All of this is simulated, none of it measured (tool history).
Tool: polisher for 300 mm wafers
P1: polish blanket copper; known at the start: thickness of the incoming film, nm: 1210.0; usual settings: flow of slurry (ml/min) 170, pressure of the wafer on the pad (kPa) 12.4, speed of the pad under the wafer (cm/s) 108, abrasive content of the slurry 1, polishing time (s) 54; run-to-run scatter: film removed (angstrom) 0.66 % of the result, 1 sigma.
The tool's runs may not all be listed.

| run | hour | flow of slurry (ml/min) | pressure of the wafer on the pad (kPa) | speed of the pad under the wafer (cm/s) | abrasive content of the slurry | polishing time (s) | film removed (angstrom) |
|---|---|---|---|---|---|---|---|
| 1 | 6.4 | 170 | 12.4 | 108 | 1 | 54 | 1205.6 |
| 2 | 12.1 | 170 | 12.4 | 154 | 1 | 54 | 1722 |
| 3 | 17.7 | 170 | 6.2 | 108 | 1 | 54 | 614.18 |
| 4 | 22.2 | 245 | 12.4 | 108 | 1 | 54 | 1275.9 |
| 5 | 27.7 | 120 | 12.4 | 108 | 1 | 84 | 1765.2 |
| 6 | 33.5 | 170 | 12.4 | 108 | 1 | 29 | 654.95 |
| 7 | 37.3 | 170 | 12.4 | 108 | 0.7 | 54 | 1138.4 |
| 8 | 41.8 | 170 | 12.4 | 108 | 1 | 85 | 1906 |
| 9 | 46.8 | 170 | 12.4 | 108 | 1 | 54 | 1218.2 |
| 10 | 52 | 170 | 12.4 | 108 | 0.7 | 33 | 686.92 |
| 11 | 55.4 | 170 | 12.4 | 108 | 1 | 54 | 1207.5 |
| 12 | 60.7 | 170 | 12.4 | 108 | 1 | 54 | 1217 |
| 13 | 66.3 | 170 | 12.4 | 108 | 1.45 | 54 | 1313.9 |
| 14 | 71.5 | 170 | 12.4 | 108 | 1 | 54 | 1208.1 |
| 15 | 77.6 | 170 | 12.4 | 74 | 1 | 54 | 828.31 |
| 16 | 83 | 170 | 17.2 | 108 | 1 | 54 | 1671.5 |
| 17 | 87.8 | 115 | 12.4 | 108 | 1 | 54 | 1124.6 |
| 18 | 90.7 | 170 | 12.4 | 108 | 1 | 54 | 1209.3 |
| 19 | 97 | 170 | 12.4 | 108 | 1 | 54 | 1170.3 |
| 20 | 99.9 | 170 | 12.4 | 108 | 1 | 54 | 1170.3 |
| 21 | 103.7 | 170 | 12.4 | 108 | 1 | 54 | 1150 |

The next listed run, before its measurement:
| 22 | 108.9 | 170 | 12.4 | 108 | 1 | 54 | ? |

film removed (angstrom): 1134
